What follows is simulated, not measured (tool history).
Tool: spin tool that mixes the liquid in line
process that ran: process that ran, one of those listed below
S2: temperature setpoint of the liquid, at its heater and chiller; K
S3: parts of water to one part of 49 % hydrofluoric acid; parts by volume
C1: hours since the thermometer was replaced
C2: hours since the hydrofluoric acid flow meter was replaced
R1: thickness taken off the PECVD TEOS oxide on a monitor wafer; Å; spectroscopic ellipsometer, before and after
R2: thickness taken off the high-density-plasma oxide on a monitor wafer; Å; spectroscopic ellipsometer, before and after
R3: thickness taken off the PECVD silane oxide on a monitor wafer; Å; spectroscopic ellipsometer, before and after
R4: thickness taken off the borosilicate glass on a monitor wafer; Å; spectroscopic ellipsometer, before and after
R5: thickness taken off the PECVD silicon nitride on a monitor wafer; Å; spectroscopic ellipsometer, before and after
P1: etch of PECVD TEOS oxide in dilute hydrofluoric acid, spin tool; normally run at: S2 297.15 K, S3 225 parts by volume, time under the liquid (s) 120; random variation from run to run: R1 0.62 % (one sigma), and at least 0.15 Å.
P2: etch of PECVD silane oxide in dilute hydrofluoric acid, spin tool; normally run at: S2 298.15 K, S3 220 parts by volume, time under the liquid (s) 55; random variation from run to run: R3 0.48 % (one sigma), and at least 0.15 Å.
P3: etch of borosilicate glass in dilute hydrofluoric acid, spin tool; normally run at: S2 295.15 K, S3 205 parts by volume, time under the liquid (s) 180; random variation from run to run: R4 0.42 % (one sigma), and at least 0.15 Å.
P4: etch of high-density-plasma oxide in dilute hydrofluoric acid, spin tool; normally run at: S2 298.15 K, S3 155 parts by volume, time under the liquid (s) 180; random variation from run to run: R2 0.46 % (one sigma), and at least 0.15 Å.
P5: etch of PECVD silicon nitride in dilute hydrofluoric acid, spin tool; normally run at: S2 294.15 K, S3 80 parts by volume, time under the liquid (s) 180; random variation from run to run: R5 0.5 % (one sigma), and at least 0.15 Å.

Run 1, hour 10.9: process that ran P1, S2 297.15 K, S3 225 parts by volume, time under the liquid (s) 120; C1 469.2; C2 1007.6. Result: R1 40.512 Å.
Run 2, hour 26.5: process that ran P1, S2 297.15 K, S3 225 parts by volume, time under the liquid (s) 120; C1 484.8; C2 1023.2. Result: R1 40.814 Å.
Run 3, hour 41: process that ran P4, S2 298.15 K, S3 155 parts by volume, time under the liquid (s) 180; C1 499.3; C2 1037.7. Result: R2 108.93 Å.
Run 4, hour 57.4: process that ran P2, S2 298.15 K, S3 220 parts by volume, time under the liquid (s) 55; C1 515.7; C2 1054.1. Result: R3 48.025 Å.
Run 5, hour 71.6: process that ran P3, S2 295.15 K, S3 205 parts by volume, time under the liquid (s) 25; C1 529.9; C2 1068.3. Result: R4 40.66 Å.
Run 6, hour 84.9: process that ran P1, S2 297.15 K, S3 225 parts by volume, time under the liquid (s) 55; C1 543.2; C2 1081.6. Result: R1 18.697 Å.
Run 7, hour 98.1: process that ran P3, S2 295.15 K, S3 105 parts by volume, time under the liquid (s) 180; C1 556.4; C2 1094.8. Result: R4 633.46 Å.
Run 8, hour 113.4: process that ran P2, S2 298.15 K, S3 220 parts by volume, time under the liquid (s) 15; C1 571.7; C2 1110.1. Result: R3 12.853 Å.
Run 9, hour 120.9: process that ran P5, S2 294.15 K, S3 80 parts by volume, time under the liquid (s) 180; C1 579.2; C2 1117.6. Result: R5 43.082 Å.
Run 10, hour 135.8: process that ran P4, S2 298.15 K, S3 155 parts by volume, time under the liquid (s) 350; C1 594.1; C2 1132.5. Result: R2 210.8 Å.
Run 11, hour 143.7: process that ran P1, S2 303.15 K, S3 225 parts by volume, time under the liquid (s) 20; C1 602; C2 1140.4. Result: R1 8.4537 Å.
Run 12, hour 160.7: process that ran P1, S2 303.15 K, S3 75 parts by volume, time under the liquid (s) 120; C1 619; C2 1157.4. Result: R1 181.02 Å.
At hour 162.8: thermometer replaced.
Run 13, hour 171.7: process that ran P1, S2 297.15 K, S3 225 parts by volume, time under the liquid (s) 120; C1 9; C2 1168.4. Result: R1 40.624 Å.
Run 14, hour 180: process that ran P3, S2 295.15 K, S3 205 parts by volume, time under the liquid (s) 180; C1 17.3; C2 1176.7. Result: R4 293.94 Å.
Run 15, hour 192.1: process that ran P2, S2 303.65 K, S3 220 parts by volume, time under the liquid (s) 55; C1 29.4; C2 1188.8. Result: R3 58.074 Å.
Run 16, hour 208.5: process that ran P5, S2 294.15 K, S3 80 parts by volume, time under the liquid (s) 260; C1 45.8; C2 1205.2. Result: R5 62.341 Å.
Run 17, hour 220.7: process that ran P1, S2 297.15 K, S3 370 parts by volume, time under the liquid (s) 120; C1 58; C2 1217.4. Result: R1 21.437 Å.
Run 18, hour 231.8: process that ran P1, S2 301.15 K, S3 225 parts by volume, time under the liquid (s) 120; C1 69.1; C2 1228.5. Result: R1 46.881 Å.
Run 19, hour 242.3: process that ran P1, S2 290.15 K, S3 335 parts by volume, time under the liquid (s) 120; C1 79.6; C2 1239. Result: R1 19.081 Å.
Run 20, hour 253.3: process that ran P3, S2 303.15 K, S3 205 parts by volume, time under the liquid (s) 180; C1 90.6; C2 1250. Result: R4 388.55 Å.
Run 21, hour 268.9: process that ran P5, S2 294.15 K, S3 140 parts by volume, time under the liquid (s) 180; C1 106.2; C2 1265.6. Result: R5 25.114 Å.
Run 22, hour 279.6: process that ran P1, S2 297.15 K, S3 225 parts by volume, time under the liquid (s) 120; C1 116.9; C2 1276.3. Result: R1 40.678 Å.
Run 23, hour 292.4: process that ran P4, S2 303.65 K, S3 155 parts by volume, time under the liquid (s) 180; C1 129.7; C2 1289.1. Result: R2 134.29 Å.
Run 24, hour 303.7: process that ran P2, S2 298.15 K, S3 395 parts by volume, time under the liquid (s) 55; C1 141; C2 1300.4. Result: R3 22.59 Å.
Run 25, hour 320.5: process that ran P4, S2 298.15 K, S3 215 parts by volume, time under the liquid (s) 180; C1 157.8; C2 1317.2. Result: R2 73.626 Å.
Run 26, hour 335.5: process that ran P1, S2 290.15 K, S3 225 parts by volume, time under the liquid (s) 120; C1 172.8; C2 1332.2. Result: R1 31.899 Å.
Run 27, hour 352: process that ran P5, S2 290.15 K, S3 80 parts by volume, time under the liquid (s) 180; C1 189.3; C2 1348.7. Result: R5 32.739 Å.
Run 28, hour 362.8: process that ran P1, S2 297.15 K, S3 140 parts by volume, time under the liquid (s) 120; C1 200.1; C2 1359.5. Result: R1 71.379 Å.
Run 29, hour 374: process that ran P1, S2 297.15 K, S3 225 parts by volume, time under the liquid (s) 195; C1 211.3; C2 1370.7. Result: R1 65.264 Å.
Run 30, hour 387.3: process that ran P1, S2 297.15 K, S3 225 parts by volume, time under the liquid (s) 120; C1 224.6; C2 1384. Result: R1 40.776 Å.
Run 31, hour 404.3: process that ran P1, S2 297.15 K, S3 225 parts by volume, time under the liquid (s) 120; C1 241.6; C2 1401. Result: R1 42.777 Å.

The next listed run, before its measurement:
Run 32, hour 415.3: process that ran P1, S2 297.15 K, S3 225 parts by volume, time under the liquid (s) 120; C1 252.6; C2 1412. Result: R1 ?.

{"run 32": {"R1": 41.83}}
